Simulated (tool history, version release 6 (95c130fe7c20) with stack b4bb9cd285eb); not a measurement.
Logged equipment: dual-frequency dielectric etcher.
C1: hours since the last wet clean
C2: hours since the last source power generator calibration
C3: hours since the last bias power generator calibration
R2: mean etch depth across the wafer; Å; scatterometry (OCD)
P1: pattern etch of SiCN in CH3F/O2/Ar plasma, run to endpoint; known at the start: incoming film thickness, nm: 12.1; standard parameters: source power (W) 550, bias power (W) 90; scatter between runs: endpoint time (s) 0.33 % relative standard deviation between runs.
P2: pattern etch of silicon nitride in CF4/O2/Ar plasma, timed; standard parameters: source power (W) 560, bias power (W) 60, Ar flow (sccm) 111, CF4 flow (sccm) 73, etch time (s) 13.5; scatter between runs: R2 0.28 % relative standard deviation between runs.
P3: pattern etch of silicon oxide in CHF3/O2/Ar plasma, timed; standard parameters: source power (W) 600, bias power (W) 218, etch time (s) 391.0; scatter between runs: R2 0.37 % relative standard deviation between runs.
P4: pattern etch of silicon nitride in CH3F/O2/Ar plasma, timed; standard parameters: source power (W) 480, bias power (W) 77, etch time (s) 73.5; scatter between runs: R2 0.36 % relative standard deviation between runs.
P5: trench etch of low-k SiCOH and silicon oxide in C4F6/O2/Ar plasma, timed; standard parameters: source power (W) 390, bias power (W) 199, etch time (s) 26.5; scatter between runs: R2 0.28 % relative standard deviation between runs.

{"run": 1, "hour": 12.3, "process that ran": "P1", "source power (W)": 550, "bias power (W)": 90, "C1": 153.2, "C2": 379.3, "C3": 2312.6, "endpoint time (s)": 25.955}
{"run": 2, "hour": 20.2, "process that ran": "P1", "source power (W)": 550, "bias power (W)": 90, "C1": 161.1, "C2": 387.2, "C3": 2320.5, "endpoint time (s)": 25.925}
{"run": 3, "hour": 29.4, "process that ran": "P5", "source power (W)": 390, "bias power (W)": 137, "etch time (s)": 26.5, "C1": 170.3, "C2": 396.4, "C3": 2329.7, "R2": 748.05}
{"run": 4, "hour": 37.5, "process that ran": "P1", "source power (W)": 650, "bias power (W)": 105, "C1": 178.4, "C2": 404.5, "C3": 2337.8, "endpoint time (s)": 22.982}
{"run": 5, "hour": 46.8, "process that ran": "P1", "source power (W)": 550, "bias power (W)": 90, "C1": 187.7, "C2": 413.8, "C3": 2347.1, "endpoint time (s)": 25.998}
{"run": 6, "hour": 57.3, "process that ran": "P5", "source power (W)": 230, "bias power (W)": 199, "etch time (s)": 26.5, "C1": 198.2, "C2": 424.3, "C3": 2357.6, "R2": 683.93}
{"run": 7, "hour": 68.0, "process that ran": "P2", "source power (W)": 560, "bias power (W)": 60, "etch time (s)": 13.5, "Ar flow (sccm)": 111, "CF4 flow (sccm)": 86, "C1": 208.9, "C2": 435.0, "C3": 2368.3, "R2": 286.29}
{"run": 8, "hour": 83.4, "process that ran": "P1", "source power (W)": 550, "bias power (W)": 90, "C1": 224.3, "C2": 450.4, "C3": 2383.7, "endpoint time (s)": 25.879}
{"run": 9, "hour": 91.2, "process that ran": "P1", "source power (W)": 770, "bias power (W)": 66, "C1": 232.1, "C2": 458.2, "C3": 2391.5, "endpoint time (s)": 25.384}
{"run": 10, "hour": 101.9, "process that ran": "P4", "source power (W)": 480, "bias power (W)": 77, "etch time (s)": 73.5, "C1": 242.8, "C2": 468.9, "C3": 2402.2, "R2": 594.11}
{"run": 11, "hour": 114.5, "process that ran": "P3", "source power (W)": 360, "bias power (W)": 218, "etch time (s)": 391.0, "C1": 255.4, "C2": 481.5, "C3": 2414.8, "R2": 6639.1}
{"run": 12, "hour": 129.6, "process that ran": "P4", "source power (W)": 480, "bias power (W)": 77, "etch time (s)": 47.0, "C1": 270.5, "C2": 496.6, "C3": 2429.9, "R2": 375.31}
{"run": 13, "hour": 143.5, "process that ran": "P3", "source power (W)": 600, "bias power (W)": 218, "etch time (s)": 391.0, "C1": 284.4, "C2": 510.5, "C3": 2443.8, "R2": 8077.4}
{"run": 14, "hour": 158.9, "process that ran": "P2", "source power (W)": 760, "bias power (W)": 60, "etch time (s)": 13.5, "Ar flow (sccm)": 111, "CF4 flow (sccm)": 73, "C1": 299.8, "C2": 525.9, "C3": 2459.2, "R2": 361.53}
{"run": 15, "hour": 172.2, "process that ran": "P1", "source power (W)": 340, "bias power (W)": 113, "C1": 313.1, "C2": 539.2, "C3": 2472.5, "endpoint time (s)": 28.308}
{"run": 16, "hour": 183.2, "process that ran": "P2", "source power (W)": 560, "bias power (W)": 60, "etch time (s)": 17.5, "Ar flow (sccm)": 111, "CF4 flow (sccm)": 73, "C1": 324.1, "C2": 550.2, "C3": 2483.5, "R2": 363.11}
{"run": 17, "hour": 192.7, "process that ran": "P2", "source power (W)": 560, "bias power (W)": 44, "etch time (s)": 13.5, "Ar flow (sccm)": 111, "CF4 flow (sccm)": 73, "C1": 333.6, "C2": 559.7, "C3": 2493.0, "R2": 248.04}
{"run": 18, "hour": 204.1, "process that ran": "P4", "source power (W)": 480, "bias power (W)": 56, "etch time (s)": 73.5, "C1": 345.0, "C2": 571.1, "C3": 2504.4, "R2": 532.96}
{"run": 19, "hour": 211.9, "process that ran": "P4", "source power (W)": 320, "bias power (W)": 77, "etch time (s)": 73.5, "C1": 352.8, "C2": 578.9, "C3": 2512.2, "R2": 506.93}
{"run": 20, "hour": 228.6, "process that ran": "P3", "source power (W)": 600, "bias power (W)": 218, "etch time (s)": 391.0, "C1": 369.5, "C2": 595.6, "C3": 2528.9, "R2": 8048.2}
{"run": 21, "hour": 242.0, "process that ran": "P2", "source power (W)": 560, "bias power (W)": 60, "etch time (s)": 13.5, "Ar flow (sccm)": 111, "CF4 flow (sccm)": 73, "C1": 382.9, "C2": 609.0, "C3": 2542.3, "R2": 279.56}
{"run": 22, "hour": 256.9, "process that ran": "P4", "source power (W)": 480, "bias power (W)": 77, "etch time (s)": 73.5, "C1": 397.8, "C2": 623.9, "C3": 2557.2, "R2": 591.38}
{"run": 23, "hour": 267.2, "process that ran": "P1", "source power (W)": 550, "bias power (W)": 90, "C1": 408.1, "C2": 634.2, "C3": 2567.5, "endpoint time (s)": 25.988}
{"hour": 269.6, "done": "bias power generator calibrated"}
{"run": 24, "hour": 279.1, "process that ran": "P5", "source power (W)": 390, "bias power (W)": 199, "etch time (s)": 37.5, "C1": 420.0, "C2": 646.1, "C3": 9.6, "R2": 1187.0}
{"run": 25, "hour": 289.7, "process that ran": "P1", "source power (W)": 350, "bias power (W)": 90, "C1": 430.6, "C2": 656.7, "C3": 20.2, "endpoint time (s)": 30.614}
{"run": 26, "hour": 300.5, "process that ran": "P1", "source power (W)": 550, "bias power (W)": 114, "C1": 441.4, "C2": 667.5, "C3": 31.0, "endpoint time (s)": 23.758}
{"hour": 307.1, "done": "source power generator calibrated"}
{"run": 27, "hour": 309.4, "process that ran": "P1", "source power (W)": 550, "bias power (W)": 72, "C1": 450.3, "C2": 2.3, "C3": 39.9, "endpoint time (s)": 28.126}
{"run": 28, "hour": 323.2, "process that ran": "P3", "source power (W)": 600, "bias power (W)": 149, "etch time (s)": 391.0, "C1": 464.1, "C2": 16.1, "C3": 53.7, "R2": 7063.9}
{"run": 29, "hour": 333.1, "process that ran": "P1", "source power (W)": 700, "bias power (W)": 90, "C1": 474.0, "C2": 26.0, "C3": 63.6, "endpoint time (s)": 23.651}
{"run": 30, "hour": 344.1, "process that ran": "P3", "source power (W)": 600, "bias power (W)": 218, "etch time (s)": 215.0, "C1": 485.0, "C2": 37.0, "C3": 74.6, "R2": 4410.9}
{"run": 31, "hour": 356.3, "process that ran": "P5", "source power (W)": 390, "bias power (W)": 199, "etch time (s)": 26.5, "C1": 497.2, "C2": 49.2, "C3": 86.8, "R2": 840.83}
{"run": 32, "hour": 368.8, "process that ran": "P5", "source power (W)": 390, "bias power (W)": 199, "etch time (s)": 26.5, "C1": 509.7, "C2": 61.7, "C3": 99.3, "R2": 839.69}
{"run": 33, "hour": 377.4, "process that ran": "P2", "source power (W)": 560, "bias power (W)": 60, "etch time (s)": 13.5, "Ar flow (sccm)": 66, "CF4 flow (sccm)": 73, "C1": 518.3, "C2": 70.3, "C3": 107.9, "R2": 298.05}
{"run": 34, "hour": 386.6, "process that ran": "P1", "source power (W)": 550, "bias power (W)": 90, "C1": 527.5, "C2": 79.5, "C3": 117.1, "endpoint time (s)": 25.917}
{"run": 35, "hour": 402.6, "process that ran": "P1", "source power (W)": 550, "bias power (W)": 90, "C1": 543.5, "C2": 95.5, "C3": 133.1, "endpoint time (s)": 26.099}
{"run": 36, "hour": 415.5, "process that ran": "P1", "source power (W)": 550, "bias power (W)": 90, "C1": 556.4, "C2": 108.4, "C3": 146.0, "endpoint time (s)": 26.061}
{"run": 37, "hour": 432.5, "process that ran": "P1", "source power (W)": 550, "bias power (W)": 90, "C1": 573.4, "C2": 125.4, "C3": 163.0, "endpoint time (s)": 26.202}
{"hour": 438.1, "done": "wet clean of the chamber"}
{"run": 38, "hour": 446.3, "process that ran": "P1", "source power (W)": 550, "bias power (W)": 90, "C1": 8.3, "C2": 139.2, "C3": 176.8, "endpoint time (s)": 26.204}
{"run": 39, "hour": 454.5, "process that ran": "P1", "source power (W)": 550, "bias power (W)": 90, "C1": 16.5, "C2": 147.4, "C3": 185.0, "endpoint time (s)": 26.193}
{"run": 40, "hour": 467.1, "process that ran": "P1", "source power (W)": 550, "bias power (W)": 90, "C1": 29.1, "C2": 160.0, "C3": 197.6, "endpoint time (s)": 26.324}

What will run 41 give?
{"run": 41, "hour": 475.0, "process that ran": "P1", "source power (W)": 550, "bias power (W)": 90, "C1": 37.0, "C2": 167.9, "C3": 205.5, "endpoint time (s)": "?"}

{"run 41": {"endpoint time (s)": 26.329}}

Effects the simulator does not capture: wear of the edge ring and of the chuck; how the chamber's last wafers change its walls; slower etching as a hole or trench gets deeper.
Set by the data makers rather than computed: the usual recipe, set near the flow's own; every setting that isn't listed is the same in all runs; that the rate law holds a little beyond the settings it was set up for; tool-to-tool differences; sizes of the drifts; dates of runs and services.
